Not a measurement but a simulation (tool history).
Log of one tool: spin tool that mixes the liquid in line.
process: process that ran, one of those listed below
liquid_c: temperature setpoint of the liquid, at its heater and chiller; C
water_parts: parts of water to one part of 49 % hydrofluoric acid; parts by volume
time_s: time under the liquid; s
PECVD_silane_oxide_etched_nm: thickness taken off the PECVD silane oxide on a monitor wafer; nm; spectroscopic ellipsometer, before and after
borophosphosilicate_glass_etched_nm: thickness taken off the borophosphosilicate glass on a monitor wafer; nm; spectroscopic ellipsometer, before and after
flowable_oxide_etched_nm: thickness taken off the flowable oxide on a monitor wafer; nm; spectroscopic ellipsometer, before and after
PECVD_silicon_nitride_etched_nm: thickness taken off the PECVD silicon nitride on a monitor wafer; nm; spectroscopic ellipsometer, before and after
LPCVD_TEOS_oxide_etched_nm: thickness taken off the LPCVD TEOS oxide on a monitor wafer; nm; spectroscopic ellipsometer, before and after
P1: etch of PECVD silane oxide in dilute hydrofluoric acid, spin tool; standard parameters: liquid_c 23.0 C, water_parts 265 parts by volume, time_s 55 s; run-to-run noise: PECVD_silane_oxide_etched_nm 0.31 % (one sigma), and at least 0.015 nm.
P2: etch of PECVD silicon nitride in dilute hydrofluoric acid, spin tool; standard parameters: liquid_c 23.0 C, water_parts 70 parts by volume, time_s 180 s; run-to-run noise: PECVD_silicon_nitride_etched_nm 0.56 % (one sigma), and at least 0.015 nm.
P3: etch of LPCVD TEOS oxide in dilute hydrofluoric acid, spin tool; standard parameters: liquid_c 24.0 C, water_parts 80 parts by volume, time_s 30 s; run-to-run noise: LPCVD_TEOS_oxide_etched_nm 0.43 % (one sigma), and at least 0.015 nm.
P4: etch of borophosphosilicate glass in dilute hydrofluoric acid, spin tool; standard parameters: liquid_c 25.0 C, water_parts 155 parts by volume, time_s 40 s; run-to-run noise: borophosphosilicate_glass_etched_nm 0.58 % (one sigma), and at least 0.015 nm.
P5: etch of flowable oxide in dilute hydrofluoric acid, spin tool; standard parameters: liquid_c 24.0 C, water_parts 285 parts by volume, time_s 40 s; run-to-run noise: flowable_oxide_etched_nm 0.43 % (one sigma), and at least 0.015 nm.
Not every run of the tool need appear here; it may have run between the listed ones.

| run | day | process | liquid_c | water_parts | time_s | PECVD_silane_oxide_etched_nm | borophosphosilicate_glass_etched_nm | flowable_oxide_etched_nm | PECVD_silicon_nitride_etched_nm | LPCVD_TEOS_oxide_etched_nm |
|---|---|---|---|---|---|---|---|---|---|---|
| 1 | 0.246 | P1 | 23.0 | 265 | 55 | 6.6402 |  |  |  |  |
| 2 | 0.483 | P4 | 25.0 | 155 | 40 |  | 12.725 |  |  |  |
| 3 | 0.767 | P1 | 30.0 | 265 | 55 | 8.4972 |  |  |  |  |
| 4 | 1.088 | P5 | 24.0 | 285 | 65 |  |  | 9.1049 |  |  |
| 5 | 1.312 | P1 | 23.0 | 265 | 90 | 10.8660 |  |  |  |  |
| 6 | 1.775 | P4 | 25.0 | 25 | 40 |  | 94.259 |  |  |  |
| 7 | 2.042 | P1 | 23.0 | 170 | 55 | 11.3770 |  |  |  |  |
| 8 | 2.354 | P2 | 17.0 | 70 | 180 |  |  |  | 2.8093 |  |
| 9 | 2.704 | P1 | 23.0 | 470 | 55 | 3.1312 |  |  |  |  |
| 10 | 3.096 | P5 | 24.0 | 285 | 40 |  |  | 5.5725 |  |  |
| 11 | 3.542 | P1 | 23.0 | 265 | 55 | 6.6169 |  |  |  |  |
| 12 | 3.862 | P3 | 31.0 | 80 | 30 |  |  |  |  | 10.6480 |
|  | 3.867 | hydrofluoric acid flow meter replaced |
| 13 | 4.267 | P3 | 24.0 | 125 | 30 |  |  |  |  | 4.9238 |
| 14 | 4.704 | P1 | 17.0 | 265 | 55 | 5.3060 |  |  |  |  |
| 15 | 5.188 | P2 | 23.0 | 70 | 180 |  |  |  | 4.2607 |  |
| 16 | 5.512 | P3 | 24.0 | 80 | 55 |  |  |  |  | 14.9670 |
| 17 | 5.925 | P2 | 23.0 | 30 | 180 |  |  |  | 9.6858 |  |
| 18 | 6.283 | P1 | 23.0 | 180 | 15 | 2.8791 |  |  |  |  |
| 19 | 6.542 | P5 | 31.0 | 285 | 40 |  |  | 7.0146 |  |  |
| 20 | 7.021 | P5 | 24.0 | 495 | 40 |  |  | 2.6332 |  |  |
| 21 | 7.517 | P1 | 23.0 | 265 | 55 | 6.5989 |  |  |  |  |
| 22 | 7.896 | P1 | 23.0 | 265 | 30 | 3.6018 |  |  |  |  |
| 23 | 8.350 | P4 | 25.0 | 155 | 40 |  | 12.833 |  |  |  |
| 24 | 8.733 | P1 | 27.5 | 265 | 15 | 2.0784 |  |  |  |  |
| 25 | 8.958 | P4 | 25.0 | 155 | 80 |  | 25.729 |  |  |  |
| 26 | 9.196 | P4 | 33.0 | 155 | 40 |  | 16.977 |  |  |  |
| 27 | 9.454 | P3 | 24.0 | 80 | 30 |  |  |  |  | 8.1033 |
| 28 | 9.783 | P5 | 24.0 | 285 | 40 |  |  | 5.6032 |  |  |
| 29 | 10.175 | P1 | 23.0 | 265 | 55 | 6.6235 |  |  |  |  |
| 30 | 10.579 | P2 | 23.0 | 70 | 85 |  |  |  | 2.0069 |  |
| 31 | 10.838 | P1 | 23.0 | 265 | 55 | 6.5693 |  |  |  |  |
| 32 | 11.212 | P1 | 23.0 | 265 | 55 | 6.4177 |  |  |  |  |
| 33 | 11.512 | P1 | 23.0 | 265 | 55 | 6.3382 |  |  |  |  |
| 34 | 11.767 | P1 | 23.0 | 265 | 55 | 6.3356 |  |  |  |  |
| 35 | 12.258 | P1 | 23.0 | 265 | 55 | 6.2274 |  |  |  |  |
| 36 | 12.633 | P1 | 23.0 | 265 | 55 | 6.2363 |  |  |  |  |
| 37 | 12.954 | P1 | 23.0 | 265 | 55 | 6.2418 |  |  |  |  |

What P1 gives has crept off from where it sat before. The 2 causes that follow fit the log equally well, each at the size noted:
A: hydrofluoric acid flow below the setpoint (%) = 4.69
B: liquid colder than its thermometer reads (K) = 1.68
Onset of the creep was near day 10.838.

Consider the 4 single-wafer check runs listed below, results given as question marks: which one distinguishes between the causes by giving clearly different results for each?
| check 1 | 13.275 | P2 | 18.0 | 40 | 180 |  |  |  | ? |  |
| check 2 | 13.275 | P5 | 24.0 | 470 | 65 |  |  | ? |  |  |
| check 3 | 13.275 | P3 | 24.0 | 120 | 30 |  |  |  |  | ? |
| check 4 | 13.275 | P4 | 31.5 | 155 | 80 |  | ? |  |  |  |

Expected result of each check under each candidate cause:
| check | result | if A | if B |
|---|---|---|---|
| check 1 | PECVD_silicon_nitride_etched_nm | 4.9429 | 4.5939 |
| check 2 | flowable_oxide_etched_nm | 4.3334 | 4.3929 |
| check 3 | LPCVD_TEOS_oxide_etched_nm | 4.8755 | 4.8216 |
| check 4 | borophosphosilicate_glass_etched_nm | 30.608 | 30.563 |
Gap, in per cent, between the two causes that each check separates least, read from the result that separates them most: check 1 7.32 %; check 2 1.36 %; check 3 1.11 %; check 4 0.15 %
Only in check 1 would the causes give clearly different results; in the remaining checks their results would be nearly the same.

After running check 1, the following was obtained: PECVD_silicon_nitride_etched_nm 4.5724 nm. Which cause does this point to?

B is the cause: liquid colder than its thermometer reads (K).
